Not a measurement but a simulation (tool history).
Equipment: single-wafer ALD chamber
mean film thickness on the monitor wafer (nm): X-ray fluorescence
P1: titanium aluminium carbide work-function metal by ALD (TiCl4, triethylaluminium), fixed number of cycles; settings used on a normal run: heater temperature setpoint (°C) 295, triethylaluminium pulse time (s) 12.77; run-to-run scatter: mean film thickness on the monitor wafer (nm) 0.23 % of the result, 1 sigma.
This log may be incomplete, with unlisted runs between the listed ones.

| run | day | heater temperature setpoint (°C) | triethylaluminium pulse time (s) | hours since the last thermocouple change | hours since the last triethylaluminium bottle change | mean film thickness on the monitor wafer (nm) |
|---|---|---|---|---|---|---|
| 1 | 0.275 | 295 | 12.77 | 525.7 | 914.3 | 2.0145 |
| 2 | 0.462 | 295 | 12.77 | 530.2 | 918.8 | 2.0156 |
| 3 | 0.788 | 295 | 12.77 | 538.0 | 926.6 | 2.0101 |
| 4 | 1.158 | 271 | 12.77 | 546.9 | 935.5 | 1.8040 |
| 5 | 1.421 | 295 | 12.77 | 553.2 | 941.8 | 2.0084 |
| 6 | 1.754 | 295 | 20.73 | 561.2 | 949.8 | 2.0295 |
| 7 | 2.029 | 305 | 7.97 | 567.8 | 956.4 | 1.9849 |
| 8 | 2.304 | 318 | 12.77 | 574.4 | 963.0 | 2.2118 |
| 9 | 2.533 | 295 | 12.77 | 579.9 | 968.5 | 2.0068 |
| 10 | 2.733 | 295 | 12.77 | 584.7 | 973.3 | 2.0062 |
| 11 | 3.079 | 295 | 4.73 | 593.0 | 981.6 | 1.6364 |
| 12 | 3.333 | 310 | 17.36 | 599.1 | 987.7 | 2.1717 |
| 13 | 3.579 | 295 | 12.77 | 605.0 | 993.6 | 2.0043 |
| 14 | 3.975 | 295 | 12.77 | 614.5 | 1003.1 | 1.9897 |
| 15 | 4.258 | 295 | 12.77 | 621.3 | 1009.9 | 1.9878 |
| 16 | 4.450 | 295 | 12.77 | 625.9 | 1014.5 | 1.9776 |
| 17 | 4.742 | 295 | 12.77 | 632.9 | 1021.5 | 1.9782 |
| 18 | 5.158 | 295 | 12.77 | 642.9 | 1031.5 | 1.9719 |
| 19 | 5.508 | 295 | 12.77 | 651.3 | 1039.9 | 1.9673 |
| 20 | 5.892 | 295 | 12.77 | 660.5 | 1049.1 | 1.9666 |
| 21 | 6.250 | 295 | 12.77 | 669.1 | 1057.7 | 1.9579 |
| 22 | 6.646 | 295 | 12.77 | 678.6 | 1067.2 | 1.9656 |

What P1 gives has crept off from where it sat before. The 2 causes that follow fit the log equally well, each at the size noted:
A: wafer temperature below the value expected at the setpoint (K) = 5.01
B: triethylaluminium dose below that of a fresh bottle (%) = 23.3
Onset of the creep was near day 3.579.

Below are 4 check runs, each on a single wafer, with their results shown as question marks. Which of them would tell the listed causes apart, meaning the causes would give clearly different results under it?
| check 1 | 7.042 | 309 | 12.77 |  |  | ? |
| check 2 | 7.042 | 274 | 12.77 |  |  | ? |
| check 3 | 7.042 | 295 | 5.22 |  |  | ? |
| check 4 | 7.042 | 286 | 12.77 |  |  | ? |

Check results expected under each cause:
| check | result | if A | if B |
|---|---|---|---|
| check 1 | mean film thickness on the monitor wafer (nm) | 2.0917 | 2.0893 |
| check 2 | mean film thickness on the monitor wafer (nm) | 1.7830 | 1.7860 |
| check 3 | mean film thickness on the monitor wafer (nm) | 1.6621 | 1.5243 |
| check 4 | mean film thickness on the monitor wafer (nm) | 1.8876 | 1.8888 |
Smallest distance between any two causes, each pair judged by its most separating result, in per cent: check 1 0.11 %; check 2 0.17 %; check 3 8.66 %; check 4 0.07 %
Check 3 tells the causes apart: in the others they would give nearly the same result.

Here is what check 3 returned: mean film thickness on the monitor wafer (nm) 1.6592. Which cause is it?

A is the cause: wafer temperature below the value expected at the setpoint (K).
